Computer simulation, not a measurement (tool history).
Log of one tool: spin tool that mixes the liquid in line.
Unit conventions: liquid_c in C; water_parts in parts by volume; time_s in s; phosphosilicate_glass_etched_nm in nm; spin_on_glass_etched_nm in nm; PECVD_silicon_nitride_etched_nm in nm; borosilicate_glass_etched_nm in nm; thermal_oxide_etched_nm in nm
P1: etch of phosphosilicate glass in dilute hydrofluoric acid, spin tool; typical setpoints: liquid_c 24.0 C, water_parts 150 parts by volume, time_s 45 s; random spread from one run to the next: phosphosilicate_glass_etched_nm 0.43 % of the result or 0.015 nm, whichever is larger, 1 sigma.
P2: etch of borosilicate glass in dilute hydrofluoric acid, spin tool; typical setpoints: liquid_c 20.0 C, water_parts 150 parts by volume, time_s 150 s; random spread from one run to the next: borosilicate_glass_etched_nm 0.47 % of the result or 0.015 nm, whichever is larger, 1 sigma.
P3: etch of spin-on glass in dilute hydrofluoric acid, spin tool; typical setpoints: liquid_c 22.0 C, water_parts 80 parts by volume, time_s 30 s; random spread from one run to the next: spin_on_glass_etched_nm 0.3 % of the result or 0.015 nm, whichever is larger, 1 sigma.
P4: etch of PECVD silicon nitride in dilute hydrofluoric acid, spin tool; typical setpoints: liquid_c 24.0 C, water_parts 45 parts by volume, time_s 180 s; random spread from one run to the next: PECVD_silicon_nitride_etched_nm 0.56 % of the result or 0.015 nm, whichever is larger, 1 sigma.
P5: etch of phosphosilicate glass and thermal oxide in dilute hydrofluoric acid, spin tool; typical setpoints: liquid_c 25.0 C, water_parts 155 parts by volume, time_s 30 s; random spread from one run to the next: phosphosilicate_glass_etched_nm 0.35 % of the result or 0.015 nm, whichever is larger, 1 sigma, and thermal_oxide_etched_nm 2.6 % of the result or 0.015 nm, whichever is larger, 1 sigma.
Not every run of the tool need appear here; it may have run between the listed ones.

| run | day | process | liquid_c | water_parts | time_s | hours since the thermometer was replaced | hours since the hydrofluoric acid flow meter was replaced | phosphosilicate_glass_etched_nm | spin_on_glass_etched_nm | PECVD_silicon_nitride_etched_nm | borosilicate_glass_etched_nm | thermal_oxide_etched_nm |
|---|---|---|---|---|---|---|---|---|---|---|---|---|
| 1 | 0.329 | P1 | 24.0 | 150 | 45 | 1501.4 | 110.8 | 25.2020 |  |  |  |  |
| 2 | 0.688 | P3 | 26.5 | 80 | 30 | 1510.0 | 119.4 |  | 10.8490 |  |  |  |
| 3 | 1.229 | P4 | 24.0 | 75 | 180 | 1523.0 | 132.4 |  |  | 4.0369 |  |  |
| 4 | 1.704 | P4 | 30.5 | 45 | 180 | 1534.4 | 143.8 |  |  | 10.2480 |  |  |
| 5 | 2.104 | P2 | 20.0 | 150 | 20 | 1544.0 | 153.4 |  |  |  | 3.2025 |  |
| 6 | 2.617 | P1 | 24.0 | 150 | 45 | 1556.3 | 165.7 | 24.8180 |  |  |  |  |
| 7 | 3.038 | P5 | 17.5 | 155 | 30 | 1566.4 | 175.8 | 12.7120 |  |  |  | 0.65608 |
| 8 | 3.325 | P1 | 30.5 | 150 | 45 | 1573.3 | 182.7 | 31.8610 |  |  |  |  |
| 9 | 3.696 | P1 | 17.5 | 150 | 70 | 1582.2 | 191.6 | 30.1480 |  |  |  |  |
| 10 | 4.212 | P1 | 24.0 | 150 | 45 | 1594.6 | 204.0 | 25.0820 |  |  |  |  |
| 11 | 4.775 | P1 | 24.0 | 150 | 75 | 1608.1 | 217.5 | 41.8590 |  |  |  |  |
| 12 | 5.271 | P1 | 24.0 | 150 | 45 | 1620.0 | 229.4 | 24.9700 |  |  |  |  |
| 13 | 5.746 | P3 | 22.0 | 80 | 30 | 1631.4 | 240.8 |  | 9.0016 |  |  |  |
| 14 | 6.150 | P5 | 25.0 | 155 | 30 | 1641.1 | 250.5 | 17.0790 |  |  |  | 0.88329 |
| 15 | 6.442 | P2 | 20.0 | 150 | 150 | 1648.1 | 257.5 |  |  |  | 24.1230 |  |
| 16 | 6.892 | P4 | 24.0 | 45 | 180 | 1658.9 | 268.3 |  |  | 6.6497 |  |  |
| 17 | 7.258 | P2 | 24.5 | 150 | 150 | 1667.7 | 277.1 |  |  |  | 28.7180 |  |
| 18 | 7.692 | P1 | 19.0 | 150 | 45 | 1678.1 | 287.5 | 20.5870 |  |  |  |  |
| 19 | 8.033 | P5 | 25.0 | 265 | 30 | 1686.3 | 295.7 | 8.8151 |  |  |  | 0.44538 |
| 20 | 8.546 | P1 | 24.0 | 95 | 45 | 1698.6 | 308.0 | 42.0590 |  |  |  |  |
| 21 | 9.054 | P2 | 20.0 | 55 | 150 | 1710.8 | 320.2 |  |  |  | 73.8150 |  |
| 22 | 9.496 | P3 | 22.0 | 80 | 30 | 1721.4 | 330.8 |  | 9.0300 |  |  |  |
| 23 | 9.921 | P1 | 24.0 | 150 | 45 | 1731.6 | 341.0 | 25.0900 |  |  |  |  |
| 24 | 10.246 | P3 | 22.0 | 140 | 30 | 1739.4 | 348.8 |  | 4.7983 |  |  |  |
| 25 | 10.567 | P1 | 24.0 | 150 | 20 | 1747.1 | 356.5 | 11.1530 |  |  |  |  |
| 26 | 10.850 | P4 | 24.0 | 45 | 75 | 1753.9 | 363.3 |  |  | 2.8135 |  |  |
| 27 | 11.267 | P1 | 24.0 | 235 | 45 | 1763.9 | 373.3 | 14.5980 |  |  |  |  |
| 28 | 11.775 | P4 | 24.0 | 45 | 180 | 1776.1 | 385.5 |  |  | 6.6819 |  |  |
| 29 | 12.154 | P3 | 22.0 | 80 | 15 | 1785.2 | 394.6 |  | 4.5157 |  |  |  |
| 30 | 12.617 | P5 | 25.0 | 155 | 45 | 1796.3 | 405.7 | 25.5090 |  |  |  | 1.27750 |
| 31 | 12.883 | P1 | 24.0 | 150 | 45 | 1802.7 | 412.1 | 25.0200 |  |  |  |  |
| 32 | 13.429 | P1 | 24.0 | 150 | 45 | 1815.8 | 425.2 | 26.0500 |  |  |  |  |
| 33 | 13.708 | P1 | 24.0 | 150 | 45 | 1822.5 | 431.9 | 26.2030 |  |  |  |  |
| 34 | 14.142 | P1 | 24.0 | 150 | 45 | 1832.9 | 442.3 | 26.7510 |  |  |  |  |
| 35 | 14.442 | P1 | 24.0 | 150 | 45 | 1840.1 | 449.5 | 26.2940 |  |  |  |  |
| 36 | 14.917 | P1 | 24.0 | 150 | 45 | 1851.5 | 460.9 | 26.6780 |  |  |  |  |
| 37 | 15.400 | P1 | 24.0 | 150 | 45 | 1863.1 | 472.5 | 26.6750 |  |  |  |  |

The log shows P1 creeping away from where it was. Any of the 2 causes listed here, at the size stated for it, fits the log just as well as the others:
A: hydrofluoric acid flow above the setpoint (%) = 5.41
B: liquid hotter than its thermometer reads (K) = 1.63
The drift started at roughly day 12.883.

4 check runs are offered, each on 2 wafers whose results are averaged, their results left as question marks. Which one tells the causes apart?
| check 1 | 15.883 | P5 | 17.5 | 155 | 30 |  |  | ? |  |  |  | ? |
| check 2 | 15.883 | P3 | 26.0 | 80 | 30 |  |  |  | ? |  |  |  |
| check 3 | 15.883 | P2 | 24.5 | 95 | 150 |  |  |  |  |  | ? |  |
| check 4 | 15.883 | P4 | 24.0 | 75 | 90 |  |  |  |  | ? |  |  |

Check results expected under each cause:
| check | result | if A | if B |
|---|---|---|---|
| check 1 | phosphosilicate_glass_etched_nm | 13.4690 | 13.5390 |
| check 1 | thermal_oxide_etched_nm | 0.69450 | 0.69815 |
| check 2 | spin_on_glass_etched_nm | 11.2350 | 11.2990 |
| check 3 | borosilicate_glass_etched_nm | 51.7570 | 52.0260 |
| check 4 | PECVD_silicon_nitride_etched_nm | 2.1148 | 2.2368 |
Separation of the two closest causes in each check, using whichever result separates them best: check 1 0.52 %; check 2 0.57 %; check 3 0.52 %; check 4 5.61 %
Only check 4 tells the causes apart: in the others they would give nearly the same result.

The results of check 4 are: PECVD_silicon_nitride_etched_nm 2.2279 nm. Based on these, which of the listed causes is it?

Of the candidate causes, it is B: liquid hotter than its thermometer reads (K).
